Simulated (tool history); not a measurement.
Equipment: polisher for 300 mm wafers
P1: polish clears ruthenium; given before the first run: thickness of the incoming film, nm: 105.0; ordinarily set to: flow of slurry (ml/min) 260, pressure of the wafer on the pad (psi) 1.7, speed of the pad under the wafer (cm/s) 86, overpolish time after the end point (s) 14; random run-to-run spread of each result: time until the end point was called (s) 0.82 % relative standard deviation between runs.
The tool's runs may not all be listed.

| run | hour | flow of slurry (ml/min) | pressure of the wafer on the pad (psi) | speed of the pad under the wafer (cm/s) | overpolish time after the end point (s) | wafers polished on this pad | hours since the slurry nozzle was cleaned | hours since the head pressure was calibrated | time until the end point was called (s) |
|---|---|---|---|---|---|---|---|---|---|
| 1 | 9.6 | 260 | 1.7 | 86 | 14 | 371 | 73.8 | 197.8 | 155.52 |
| 2 | 16.1 | 260 | 1.7 | 134 | 14 | 417 | 80.3 | 204.3 | 100.37 |
| 3 | 21.5 | 400 | 1.7 | 86 | 14 | 455 | 85.7 | 209.7 | 152.68 |
| 4 | 29 | 260 | 2.6 | 86 | 14 | 508 | 93.2 | 217.2 | 102.15 |
| 5 | 38.4 | 260 | 1.7 | 86 | 14 | 574 | 102.6 | 226.6 | 157.92 |
| 6 | 47 | 325 | 1 | 86 | 14 | 635 | 111.2 | 235.2 | 264.87 |
| 7 | 53.4 | 260 | 0.8 | 86 | 14 | 680 | 117.6 | 241.6 | 339.37 |
| 8 | 58.1 | 260 | 2.6 | 86 | 23 | 713 | 122.3 | 246.3 | 103.46 |
| 9 | 62.8 | 360 | 1.7 | 40 | 14 | 746 | 127 | 251 | 330.32 |
| 10 | 70.4 | 260 | 1.7 | 86 | 14 | 800 | 134.6 | 258.6 | 156.94 |
| 11 | 78.7 | 260 | 1.7 | 86 | 14 | 858 | 142.9 | 266.9 | 157.62 |
| 12 | 88 | 260 | 1.7 | 86 | 27 | 924 | 152.2 | 276.2 | 159.94 |
| 13 | 96 | 260 | 1.7 | 46 | 14 | 980 | 160.2 | 284.2 | 297.1 |
| 14 | 100.2 | 260 | 1.7 | 86 | 4 | 1010 | 164.4 | 288.4 | 156.99 |
| 15 | 108.1 | 155 | 1.7 | 86 | 14 | 1066 | 172.3 | 296.3 | 169.91 |
| 16 | 115.1 | 260 | 1.7 | 86 | 14 | 1115 | 179.3 | 303.3 | 159.89 |
| 17 | 124.5 | 260 | 1.7 | 86 | 14 | 1181 | 188.7 | 312.7 | 156.81 |
| 18 | 133.6 | 260 | 1.7 | 86 | 14 | 1246 | 197.8 | 321.8 | 161.21 |
| 19 | 142.3 | 260 | 1.7 | 86 | 14 | 1307 | 206.5 | 330.5 | 166.06 |
|  | 147.3 | head pressure recalibrated |
| 20 | 148.9 | 260 | 1.7 | 86 | 14 | 1353 | 213.1 | 1.7 | 164.02 |
| 21 | 158.5 | 260 | 1.7 | 86 | 14 | 1421 | 222.7 | 11.3 | 163.81 |

Run 22 is up next; what results do you expect?
| 22 | 167.7 | 260 | 1.7 | 86 | 14 | 1486 | 231.9 | 20.5 | ? |

time until the end point was called (s): 165.39
